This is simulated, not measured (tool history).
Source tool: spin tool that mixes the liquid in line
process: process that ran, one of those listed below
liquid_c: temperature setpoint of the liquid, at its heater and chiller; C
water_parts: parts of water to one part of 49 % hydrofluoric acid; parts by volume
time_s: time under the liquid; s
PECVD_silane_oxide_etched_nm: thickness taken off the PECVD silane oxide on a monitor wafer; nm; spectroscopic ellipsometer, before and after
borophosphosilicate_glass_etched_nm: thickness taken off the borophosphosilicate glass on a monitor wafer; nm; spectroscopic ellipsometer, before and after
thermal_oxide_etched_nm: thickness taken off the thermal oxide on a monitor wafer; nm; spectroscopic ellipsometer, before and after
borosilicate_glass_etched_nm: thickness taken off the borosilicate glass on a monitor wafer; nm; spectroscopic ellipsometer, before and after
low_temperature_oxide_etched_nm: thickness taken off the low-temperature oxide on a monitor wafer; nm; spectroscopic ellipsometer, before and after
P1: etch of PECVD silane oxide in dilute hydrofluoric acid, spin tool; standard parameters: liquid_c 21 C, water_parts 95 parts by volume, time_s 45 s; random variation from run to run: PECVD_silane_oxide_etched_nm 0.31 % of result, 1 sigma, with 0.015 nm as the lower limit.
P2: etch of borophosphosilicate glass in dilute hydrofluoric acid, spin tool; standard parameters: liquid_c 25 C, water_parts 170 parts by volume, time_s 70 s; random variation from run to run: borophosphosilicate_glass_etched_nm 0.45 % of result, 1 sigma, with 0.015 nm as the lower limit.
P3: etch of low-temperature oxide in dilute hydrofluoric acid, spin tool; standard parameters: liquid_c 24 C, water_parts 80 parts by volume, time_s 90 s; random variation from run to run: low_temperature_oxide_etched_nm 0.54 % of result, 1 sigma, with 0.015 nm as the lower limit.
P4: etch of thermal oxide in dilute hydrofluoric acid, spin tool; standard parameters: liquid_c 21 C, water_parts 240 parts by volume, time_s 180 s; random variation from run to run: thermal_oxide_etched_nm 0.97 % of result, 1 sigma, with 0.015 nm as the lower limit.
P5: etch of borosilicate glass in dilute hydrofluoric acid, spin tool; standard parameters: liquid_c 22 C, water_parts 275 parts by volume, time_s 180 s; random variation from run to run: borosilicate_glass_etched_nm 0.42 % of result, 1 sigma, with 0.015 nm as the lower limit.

run,day,process,liquid_c,water_parts,time_s,PECVD_silane_oxide_etched_nm,borophosphosilicate_glass_etched_nm,thermal_oxide_etched_nm,borosilicate_glass_etched_nm,low_temperature_oxide_etched_nm
1,0.146,P1,21,95,45,14.389,,,,
2,0.433,P1,21,30,45,49.468,,,,
3,0.617,P2,25,50,70,,41.395,,,
4,0.821,P4,21,240,35,,,0.54393,,
5,0.975,P5,22,275,180,,,,14.535,
6,1.221,P5,22,485,180,,,,6.925,
7,1.471,P1,21,95,45,14.358,,,,
8,1.762,P4,21,55,180,,,14.287,,
9,1.908,P5,22,275,310,,,,25.181,
10,2.204,P3,24,80,90,,,,,13.016
11,2.446,P4,21,240,180,,,2.7135,,
12,2.612,P1,21,95,70,22.404,,,,
13,2.838,P1,27.5,95,45,18.576,,,,
14,3.079,P1,17,95,45,12.221,,,,
15,3.367,P1,21,55,15,8.72,,,,
16,3.658,P1,21,95,45,14.498,,,,
17,3.838,P1,21,95,45,14.409,,,,
18,4.038,P1,21,95,15,4.8473,,,,
19,4.171,P5,17,275,180,,,,12.137,
# day 4.317: hydrofluoric acid flow meter replaced
20,4.317,P3,24,80,15,,,,,2.1948
21,4.538,P4,26,240,180,,,3.1712,,
22,4.733,P2,25,170,70,,10.499,,,
23,4.904,P1,21,170,15,2.462,,,,
24,5.079,P2,25,170,70,,10.48,,,
25,5.329,P2,17.5,170,70,,7.7849,,,
26,5.479,P2,25,170,35,,5.2485,,,
27,5.65,P4,21,240,180,,,2.754,,
28,5.875,P3,32,80,90,,,,,17.786
29,6.088,P3,24,35,90,,,,,31.761
30,6.296,P1,21,155,45,8.2636,,,,
31,6.546,P1,21,95,45,14.416,,,,
32,6.696,P1,21,95,45,14.671,,,,

What will run 33 give?
33,6.871,P1,21,95,45,?,,,,

{"run 33": {"PECVD_silane_oxide_etched_nm": 14.961}}
